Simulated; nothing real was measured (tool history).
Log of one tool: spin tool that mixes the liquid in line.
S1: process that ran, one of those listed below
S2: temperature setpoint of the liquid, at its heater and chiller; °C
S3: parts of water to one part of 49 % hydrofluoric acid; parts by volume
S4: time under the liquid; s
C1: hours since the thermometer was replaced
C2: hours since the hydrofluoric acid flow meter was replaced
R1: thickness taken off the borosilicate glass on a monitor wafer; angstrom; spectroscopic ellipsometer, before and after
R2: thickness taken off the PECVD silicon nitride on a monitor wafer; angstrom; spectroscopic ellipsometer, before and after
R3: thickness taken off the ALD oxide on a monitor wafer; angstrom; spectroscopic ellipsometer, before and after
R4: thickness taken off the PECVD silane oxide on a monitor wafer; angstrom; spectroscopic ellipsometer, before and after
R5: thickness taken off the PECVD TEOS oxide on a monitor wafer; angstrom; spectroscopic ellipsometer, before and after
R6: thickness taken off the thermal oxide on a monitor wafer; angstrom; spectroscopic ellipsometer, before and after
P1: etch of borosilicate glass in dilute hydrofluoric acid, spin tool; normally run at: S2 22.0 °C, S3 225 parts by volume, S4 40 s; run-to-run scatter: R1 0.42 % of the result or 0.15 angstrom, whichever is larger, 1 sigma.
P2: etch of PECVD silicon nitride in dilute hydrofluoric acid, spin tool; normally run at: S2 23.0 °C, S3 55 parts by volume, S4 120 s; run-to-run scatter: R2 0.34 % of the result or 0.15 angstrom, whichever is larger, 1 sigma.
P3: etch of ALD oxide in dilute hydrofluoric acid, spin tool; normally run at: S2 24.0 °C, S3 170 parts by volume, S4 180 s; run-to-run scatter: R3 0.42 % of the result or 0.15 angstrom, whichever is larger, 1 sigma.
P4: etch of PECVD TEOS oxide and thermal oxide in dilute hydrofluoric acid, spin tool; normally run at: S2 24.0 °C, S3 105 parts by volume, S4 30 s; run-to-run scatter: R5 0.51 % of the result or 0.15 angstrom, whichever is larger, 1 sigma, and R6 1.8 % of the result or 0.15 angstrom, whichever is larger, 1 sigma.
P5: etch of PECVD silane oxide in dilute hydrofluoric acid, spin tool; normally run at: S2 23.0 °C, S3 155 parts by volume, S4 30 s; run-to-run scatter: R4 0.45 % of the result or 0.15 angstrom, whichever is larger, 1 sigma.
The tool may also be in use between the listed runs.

Run 1, hour 6.5: S1 P1, S2 22.0 °C, S3 225 parts by volume, S4 40 s; C1 2181.2; C2 1066.7. Result: R1 48.246 angstrom.
Run 2, hour 10.8: S1 P2, S2 23.0 °C, S3 35 parts by volume, S4 120 s; C1 2185.5; C2 1071.0. Result: R2 105.730 angstrom.
Run 3, hour 18.5: S1 P3, S2 24.0 °C, S3 240 parts by volume, S4 180 s; C1 2193.2; C2 1078.7. Result: R3 113.30 angstrom.
Run 4, hour 26.9: S1 P5, S2 23.0 °C, S3 155 parts by volume, S4 60 s; C1 2201.6; C2 1087.1. Result: R4 167.720 angstrom.
Run 5, hour 35.6: S1 P1, S2 17.0 °C, S3 225 parts by volume, S4 20 s; C1 2210.3; C2 1095.8. Result: R1 19.910 angstrom.
Run 6, hour 43.9: S1 P1, S2 22.0 °C, S3 225 parts by volume, S4 40 s; C1 2218.6; C2 1104.1. Result: R1 48.342 angstrom.
Run 7, hour 48.3: S1 P2, S2 17.5 °C, S3 55 parts by volume, S4 120 s; C1 2223.0; C2 1108.5. Result: R2 46.742 angstrom.
Run 8, hour 57.4: S1 P2, S2 23.0 °C, S3 55 parts by volume, S4 20 s; C1 2232.1; C2 1117.6. Result: R2 11.382 angstrom.
Run 9, hour 63.5: S1 P1, S2 22.0 °C, S3 225 parts by volume, S4 40 s; C1 2238.2; C2 1123.7. Result: R1 47.751 angstrom.
Run 10, hour 70.9: S1 P4, S2 17.0 °C, S3 105 parts by volume, S4 30 s; C1 2245.6; C2 1131.1. Result: R5 44.337 angstrom, R6 10.109 angstrom.
Run 11, hour 76.6: S1 P1, S2 22.0 °C, S3 225 parts by volume, S4 40 s; C1 2251.3; C2 1136.8. Result: R1 47.789 angstrom.
Run 12, hour 85.2: S1 P1, S2 22.0 °C, S3 225 parts by volume, S4 40 s; C1 2259.9; C2 1145.4. Result: R1 47.568 angstrom.
Run 13, hour 91.3: S1 P3, S2 24.0 °C, S3 170 parts by volume, S4 180 s; C1 2266.0; C2 1151.5. Result: R3 173.63 angstrom.
Run 14, hour 98.8: S1 P1, S2 22.0 °C, S3 225 parts by volume, S4 15 s; C1 2273.5; C2 1159.0. Result: R1 18.337 angstrom.
Run 15, hour 106.7: S1 P4, S2 24.0 °C, S3 105 parts by volume, S4 30 s; C1 2281.4; C2 1166.9. Result: R5 58.620 angstrom, R6 12.939 angstrom.
Run 16, hour 114.7: S1 P2, S2 23.0 °C, S3 55 parts by volume, S4 120 s; C1 2289.4; C2 1174.9. Result: R2 68.424 angstrom.
Run 17, hour 120.2: S1 P5, S2 23.0 °C, S3 270 parts by volume, S4 30 s; C1 2294.9; C2 1180.4. Result: R4 42.551 angstrom.
Run 18, hour 129.5: S1 P5, S2 31.0 °C, S3 155 parts by volume, S4 30 s; C1 2304.2; C2 1189.7. Result: R4 111.690 angstrom.
Run 19, hour 135.7: S1 P3, S2 24.0 °C, S3 170 parts by volume, S4 180 s; C1 2310.4; C2 1195.9. Result: R3 173.62 angstrom.
Run 20, hour 141.7: S1 P1, S2 22.0 °C, S3 225 parts by volume, S4 40 s; C1 2316.4; C2 1201.9. Result: R1 48.025 angstrom.
Run 21, hour 147.1: S1 P3, S2 24.0 °C, S3 170 parts by volume, S4 335 s; C1 2321.8; C2 1207.3. Result: R3 324.64 angstrom.
Run 22, hour 155.9: S1 P4, S2 24.0 °C, S3 30 parts by volume, S4 30 s; C1 2330.6; C2 1216.1. Result: R5 224.710 angstrom, R6 52.226 angstrom.
Run 23, hour 162.5: S1 P1, S2 22.0 °C, S3 135 parts by volume, S4 40 s; C1 2337.2; C2 1222.7. Result: R1 88.126 angstrom.
Run 24, hour 167.9: S1 P4, S2 24.0 °C, S3 105 parts by volume, S4 15 s; C1 2342.6; C2 1228.1. Result: R5 29.202 angstrom, R6 6.568 angstrom.
Run 25, hour 175.3: S1 P1, S2 18.5 °C, S3 225 parts by volume, S4 40 s; C1 2350.0; C2 1235.5. Result: R1 41.931 angstrom.
Run 26, hour 180.9: S1 P1, S2 22.0 °C, S3 355 parts by volume, S4 40 s; C1 2355.6; C2 1241.1. Result: R1 26.919 angstrom.
At hour 186.7: hydrofluoric acid flow meter replaced.
Run 27, hour 189.8: S1 P3, S2 17.0 °C, S3 170 parts by volume, S4 180 s; C1 2364.5; C2 3.1. Result: R3 132.50 angstrom.
Run 28, hour 196.8: S1 P1, S2 27.5 °C, S3 225 parts by volume, S4 40 s; C1 2371.5; C2 10.1. Result: R1 58.120 angstrom.
Run 29, hour 202.3: S1 P5, S2 23.0 °C, S3 155 parts by volume, S4 30 s; C1 2377.0; C2 15.6. Result: R4 83.737 angstrom.
Run 30, hour 207.4: S1 P1, S2 22.0 °C, S3 225 parts by volume, S4 65 s; C1 2382.1; C2 20.7. Result: R1 78.088 angstrom.
Run 31, hour 213.3: S1 P5, S2 23.0 °C, S3 155 parts by volume, S4 30 s; C1 2388.0; C2 26.6. Result: R4 83.734 angstrom.
Run 32, hour 219.5: S1 P1, S2 22.0 °C, S3 225 parts by volume, S4 40 s; C1 2394.2; C2 32.8. Result: R1 47.876 angstrom.
Run 33, hour 223.6: S1 P1, S2 22.0 °C, S3 225 parts by volume, S4 40 s; C1 2398.3; C2 36.9. Result: R1 46.551 angstrom.
Run 34, hour 230.3: S1 P1, S2 22.0 °C, S3 225 parts by volume, S4 40 s; C1 2405.0; C2 43.6. Result: R1 45.071 angstrom.
Run 35, hour 235.2: S1 P1, S2 22.0 °C, S3 225 parts by volume, S4 40 s; C1 2409.9; C2 48.5. Result: R1 44.739 angstrom.
Run 36, hour 242.7: S1 P1, S2 22.0 °C, S3 225 parts by volume, S4 40 s; C1 2417.4; C2 56.0. Result: R1 44.529 angstrom.
Run 37, hour 252.0: S1 P1, S2 22.0 °C, S3 225 parts by volume, S4 40 s; C1 2426.7; C2 65.3. Result: R1 43.737 angstrom.
Run 38, hour 260.2: S1 P1, S2 22.0 °C, S3 225 parts by volume, S4 40 s; C1 2434.9; C2 73.5. Result: R1 44.080 angstrom.

What P1 gives has crept away from where it was. These 2 causes fit the log equally well, each at the size given:
A: liquid colder than its thermometer reads (K) = 2.41
B: hydrofluoric acid flow below the setpoint (%) = 7.1
The creep began at about hour 219.5.

4 check runs are offered, one wafer each, their results left as question marks. Which one tells the causes apart?
Run check 1, hour 268.4: S1 P4, S2 24.0 °C, S3 105 parts by volume, S4 30 s. Result: R5 ?, R6 ?.
Run check 2, hour 268.4: S1 P2, S2 23.0 °C, S3 55 parts by volume, S4 120 s. Result: R2 ?.
Run check 3, hour 268.4: S1 P3, S2 24.0 °C, S3 170 parts by volume, S4 180 s. Result: R3 ?.
Run check 4, hour 268.4: S1 P5, S2 23.0 °C, S3 155 parts by volume, S4 30 s. Result: R4 ?.

What each check would give under each cause:
  check  result    if A    if B
check 1      R5  53.273  53.963
check 1      R6  12.028  12.184
check 2      R2  57.732  63.346
check 3      R3  158.21  158.85
check 4      R4  76.089  76.637
How far apart the two closest causes lie, in the result that separates them most: check 1 1.29 %; check 2 9.28 %; check 3 0.4 %; check 4 0.72 %
Only check 2 tells the causes apart: in the others they would give nearly the same result.

Check 2 was then run and gave: R2 63.467 angstrom. Which cause is it?

It is B: hydrofluoric acid flow below the setpoint (%).
